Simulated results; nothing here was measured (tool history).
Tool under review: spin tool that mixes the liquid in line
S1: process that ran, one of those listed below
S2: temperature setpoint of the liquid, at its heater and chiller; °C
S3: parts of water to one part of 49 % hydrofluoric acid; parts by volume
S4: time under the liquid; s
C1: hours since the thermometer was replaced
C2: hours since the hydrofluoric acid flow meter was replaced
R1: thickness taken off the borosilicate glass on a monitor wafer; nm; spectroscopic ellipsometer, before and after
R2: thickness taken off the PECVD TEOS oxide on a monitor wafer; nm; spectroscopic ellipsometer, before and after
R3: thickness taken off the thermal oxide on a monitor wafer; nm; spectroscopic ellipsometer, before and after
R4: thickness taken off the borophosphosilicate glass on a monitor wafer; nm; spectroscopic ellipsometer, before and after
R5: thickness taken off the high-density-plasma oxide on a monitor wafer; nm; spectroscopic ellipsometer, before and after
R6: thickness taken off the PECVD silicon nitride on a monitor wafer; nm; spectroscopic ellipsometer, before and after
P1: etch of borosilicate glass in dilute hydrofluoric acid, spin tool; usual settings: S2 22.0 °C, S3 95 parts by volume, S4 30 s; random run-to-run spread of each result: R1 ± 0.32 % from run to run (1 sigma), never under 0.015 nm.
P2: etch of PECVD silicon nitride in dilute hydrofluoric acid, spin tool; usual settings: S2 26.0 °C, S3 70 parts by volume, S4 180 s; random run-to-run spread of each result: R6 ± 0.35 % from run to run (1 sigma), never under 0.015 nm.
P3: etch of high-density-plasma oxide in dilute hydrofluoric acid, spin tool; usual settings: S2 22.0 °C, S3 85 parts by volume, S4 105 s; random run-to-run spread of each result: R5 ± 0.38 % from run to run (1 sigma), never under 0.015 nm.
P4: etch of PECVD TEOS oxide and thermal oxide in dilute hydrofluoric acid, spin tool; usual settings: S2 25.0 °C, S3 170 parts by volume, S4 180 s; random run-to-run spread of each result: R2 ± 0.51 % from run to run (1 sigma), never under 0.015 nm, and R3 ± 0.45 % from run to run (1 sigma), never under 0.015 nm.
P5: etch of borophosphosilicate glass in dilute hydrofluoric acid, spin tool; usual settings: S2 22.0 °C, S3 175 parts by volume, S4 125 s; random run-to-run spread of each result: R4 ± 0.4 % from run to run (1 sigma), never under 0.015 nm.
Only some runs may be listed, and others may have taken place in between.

Run 1, hour 3.9: S1 P1, S2 22.0 °C, S3 95 parts by volume, S4 30 s; C1 535.4; C2 1453.9. Result: R1 16.2810 nm.
Run 2, hour 12.3: S1 P1, S2 22.0 °C, S3 95 parts by volume, S4 30 s; C1 543.8; C2 1462.3. Result: R1 16.2640 nm.
Run 3, hour 19.6: S1 P4, S2 25.0 °C, S3 265 parts by volume, S4 180 s; C1 551.1; C2 1469.6. Result: R2 7.9103 nm, R3 2.5718 nm.
Run 4, hour 25.9: S1 P1, S2 22.0 °C, S3 95 parts by volume, S4 50 s; C1 557.4; C2 1475.9. Result: R1 27.2600 nm.
Run 5, hour 34.3: S1 P1, S2 22.0 °C, S3 180 parts by volume, S4 30 s; C1 565.8; C2 1484.3. Result: R1 7.8576 nm.
Run 6, hour 39.2: S1 P1, S2 22.0 °C, S3 20 parts by volume, S4 30 s; C1 570.7; C2 1489.2. Result: R1 85.3900 nm.
Run 7, hour 44.0: S1 P5, S2 22.0 °C, S3 175 parts by volume, S4 180 s; C1 575.5; C2 1494.0. Result: R4 45.225 nm.
Run 8, hour 49.0: S1 P3, S2 26.0 °C, S3 85 parts by volume, S4 105 s; C1 580.5; C2 1499.0. Result: R5 8.1235 nm.
Run 9, hour 53.1: S1 P1, S2 22.0 °C, S3 95 parts by volume, S4 30 s; C1 584.6; C2 1503.1. Result: R1 16.3630 nm.
Run 10, hour 60.8: S1 P1, S2 22.0 °C, S3 95 parts by volume, S4 30 s; C1 592.3; C2 1510.8. Result: R1 16.3010 nm.
Run 11, hour 66.9: S1 P2, S2 30.5 °C, S3 70 parts by volume, S4 180 s; C1 598.4; C2 1516.9. Result: R6 11.9260 nm.
Run 12, hour 75.1: S1 P1, S2 22.0 °C, S3 95 parts by volume, S4 30 s; C1 606.6; C2 1525.1. Result: R1 16.3330 nm.
Run 13, hour 83.0: S1 P5, S2 22.0 °C, S3 95 parts by volume, S4 125 s; C1 614.5; C2 1533.0. Result: R4 63.010 nm.
At hour 86.8: hydrofluoric acid flow meter replaced.
Run 14, hour 87.6: S1 P1, S2 29.5 °C, S3 95 parts by volume, S4 30 s; C1 619.1; C2 0.8. Result: R1 22.0950 nm.
Run 15, hour 92.7: S1 P3, S2 22.0 °C, S3 85 parts by volume, S4 25 s; C1 624.2; C2 5.9. Result: R5 1.6606 nm.
Run 16, hour 96.6: S1 P5, S2 22.0 °C, S3 175 parts by volume, S4 125 s; C1 628.1; C2 9.8. Result: R4 31.275 nm.
Run 17, hour 105.3: S1 P4, S2 18.0 °C, S3 170 parts by volume, S4 180 s; C1 636.8; C2 18.5. Result: R2 10.3970 nm, R3 3.3991 nm.
Run 18, hour 110.7: S1 P3, S2 22.0 °C, S3 150 parts by volume, S4 105 s; C1 642.2; C2 23.9. Result: R5 3.6334 nm.
Run 19, hour 114.6: S1 P3, S2 22.0 °C, S3 85 parts by volume, S4 105 s; C1 646.1; C2 27.8. Result: R5 6.9393 nm.
Run 20, hour 123.1: S1 P4, S2 25.0 °C, S3 170 parts by volume, S4 180 s; C1 654.6; C2 36.3. Result: R2 13.6880 nm, R3 4.3960 nm.
Run 21, hour 131.5: S1 P1, S2 22.0 °C, S3 95 parts by volume, S4 30 s; C1 663.0; C2 44.7. Result: R1 16.2490 nm.
Run 22, hour 136.1: S1 P1, S2 22.0 °C, S3 95 parts by volume, S4 15 s; C1 667.6; C2 49.3. Result: R1 8.1775 nm.
Run 23, hour 142.7: S1 P5, S2 17.0 °C, S3 175 parts by volume, S4 125 s; C1 674.2; C2 55.9. Result: R4 25.779 nm.
Run 24, hour 146.9: S1 P2, S2 26.0 °C, S3 70 parts by volume, S4 180 s; C1 678.4; C2 60.1. Result: R6 8.9261 nm.
Run 25, hour 151.4: S1 P4, S2 25.0 °C, S3 170 parts by volume, S4 365 s; C1 682.9; C2 64.6. Result: R2 27.7840 nm, R3 9.0090 nm.
Run 26, hour 157.5: S1 P2, S2 26.0 °C, S3 70 parts by volume, S4 285 s; C1 689.0; C2 70.7. Result: R6 14.1710 nm.
Run 27, hour 162.3: S1 P2, S2 26.0 °C, S3 25 parts by volume, S4 180 s; C1 693.8; C2 75.5. Result: R6 24.3560 nm.
Run 28, hour 166.9: S1 P1, S2 17.0 °C, S3 95 parts by volume, S4 30 s; C1 698.4; C2 80.1. Result: R1 13.3170 nm.
Run 29, hour 174.8: S1 P1, S2 22.0 °C, S3 160 parts by volume, S4 55 s; C1 706.3; C2 88.0. Result: R1 16.6060 nm.
Run 30, hour 179.8: S1 P1, S2 22.0 °C, S3 95 parts by volume, S4 30 s; C1 711.3; C2 93.0. Result: R1 16.3560 nm.
Run 31, hour 186.4: S1 P1, S2 22.0 °C, S3 95 parts by volume, S4 30 s; C1 717.9; C2 99.6. Result: R1 15.9060 nm.
Run 32, hour 194.2: S1 P1, S2 22.0 °C, S3 95 parts by volume, S4 30 s; C1 725.7; C2 107.4. Result: R1 15.3480 nm.
Run 33, hour 199.7: S1 P1, S2 22.0 °C, S3 95 parts by volume, S4 30 s; C1 731.2; C2 112.9. Result: R1 15.2530 nm.
Run 34, hour 204.1: S1 P1, S2 22.0 °C, S3 95 parts by volume, S4 30 s; C1 735.6; C2 117.3. Result: R1 15.0830 nm.
Run 35, hour 208.3: S1 P1, S2 22.0 °C, S3 95 parts by volume, S4 30 s; C1 739.8; C2 121.5. Result: R1 15.1640 nm.
Run 36, hour 214.7: S1 P1, S2 22.0 °C, S3 95 parts by volume, S4 30 s; C1 746.2; C2 127.9. Result: R1 15.0340 nm.
Run 37, hour 219.9: S1 P1, S2 22.0 °C, S3 95 parts by volume, S4 30 s; C1 751.4; C2 133.1. Result: R1 15.0010 nm.
Run 38, hour 226.3: S1 P1, S2 22.0 °C, S3 95 parts by volume, S4 30 s; C1 757.8; C2 139.5. Result: R1 14.9660 nm.
Run 39, hour 233.0: S1 P1, S2 22.0 °C, S3 95 parts by volume, S4 30 s; C1 764.5; C2 146.2. Result: R1 14.8650 nm.
Run 40, hour 236.8: S1 P1, S2 22.0 °C, S3 95 parts by volume, S4 30 s; C1 768.3; C2 150.0. Result: R1 14.9610 nm.
Run 41, hour 240.9: S1 P1, S2 22.0 °C, S3 95 parts by volume, S4 30 s; C1 772.4; C2 154.1. Result: R1 14.8630 nm.

What P1 gives has crept off from where it sat before. The 2 causes that follow fit the log equally well, each at the size noted:
A: liquid colder than its thermometer reads (K) = 2.25
B: hydrofluoric acid flow below the setpoint (%) = 7.9
The onset of the drift is placed at about hour 179.8.

Each of the 4 check runs below uses one wafer; its results are left as question marks. Which run tells the causes apart?
Run check 1, hour 245.0: S1 P3, S2 22.0 °C, S3 115 parts by volume, S4 105 s. Result: R5 ?.
Run check 2, hour 245.0: S1 P4, S2 19.5 °C, S3 170 parts by volume, S4 350 s. Result: R2 ?, R3 ?.
Run check 3, hour 245.0: S1 P5, S2 19.0 °C, S3 175 parts by volume, S4 180 s. Result: R4 ?.
Run check 4, hour 245.0: S1 P2, S2 29.0 °C, S3 70 parts by volume, S4 180 s. Result: R6 ?.

How each check would come out, cause by cause:
  check  result     if A     if B
check 1      R5   4.5284   4.5163
check 2      R2  19.7300  19.5960
check 2      R3   6.3908   6.3472
check 3      R4   36.641   36.392
check 4      R6   9.3905  10.0110
Minimum pairwise separation of causes per check, each pair taken at its best-separating result: check 1 0.27 %; check 2 0.69 %; check 3 0.68 %; check 4 6.39 %
Check 4 distinguishes between the causes, while the remaining checks would return nearly the same result for all of them.

After running check 4, the following was obtained: R6 9.4014 nm. Which cause does this point to?

A is the cause: liquid colder than its thermometer reads (K).
